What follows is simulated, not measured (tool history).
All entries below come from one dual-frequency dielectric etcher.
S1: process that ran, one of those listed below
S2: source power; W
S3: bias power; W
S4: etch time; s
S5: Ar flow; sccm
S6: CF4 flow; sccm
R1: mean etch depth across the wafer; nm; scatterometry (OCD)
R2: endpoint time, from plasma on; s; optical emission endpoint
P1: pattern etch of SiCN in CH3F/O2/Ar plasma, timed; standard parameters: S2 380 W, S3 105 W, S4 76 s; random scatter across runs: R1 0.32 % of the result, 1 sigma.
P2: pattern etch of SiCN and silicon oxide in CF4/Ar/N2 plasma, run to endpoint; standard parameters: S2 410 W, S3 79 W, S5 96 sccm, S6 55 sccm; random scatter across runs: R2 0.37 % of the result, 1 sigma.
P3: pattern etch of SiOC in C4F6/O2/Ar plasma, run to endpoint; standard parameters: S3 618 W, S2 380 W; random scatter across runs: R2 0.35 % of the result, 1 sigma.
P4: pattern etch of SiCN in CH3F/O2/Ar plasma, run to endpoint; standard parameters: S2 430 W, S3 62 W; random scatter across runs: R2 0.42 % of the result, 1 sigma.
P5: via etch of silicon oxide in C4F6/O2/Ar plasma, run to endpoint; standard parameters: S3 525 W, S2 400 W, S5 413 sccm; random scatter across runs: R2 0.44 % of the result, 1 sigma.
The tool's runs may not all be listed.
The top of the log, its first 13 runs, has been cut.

run	day	S1	S2	S3	S4	S5	S6	R1	R2
14	6.162	P2	410	79		96	40		13.312
15	6.683	P4	430	62					27.574
16	6.975	P5	400	525		264			32.946
17	7.329	P1	380	105	76			33.091	
18	7.779	P1	470	134	76			39.293	
19	8.133	P1	380	68	76			28.212	
20	8.55	P1	380	132	76			35.787	
21	8.825	P2	410	79		96	55		12.735
# day 8.9: wet clean of the chamber
22	9.196	P1	260	105	50.5			19.156	
23	9.767	P3	380	787					8.3077

What does the tool deliver on the next run?
24	10.35	P3	380	618					?

For run 24 the tool returned R2 9.0983 s.
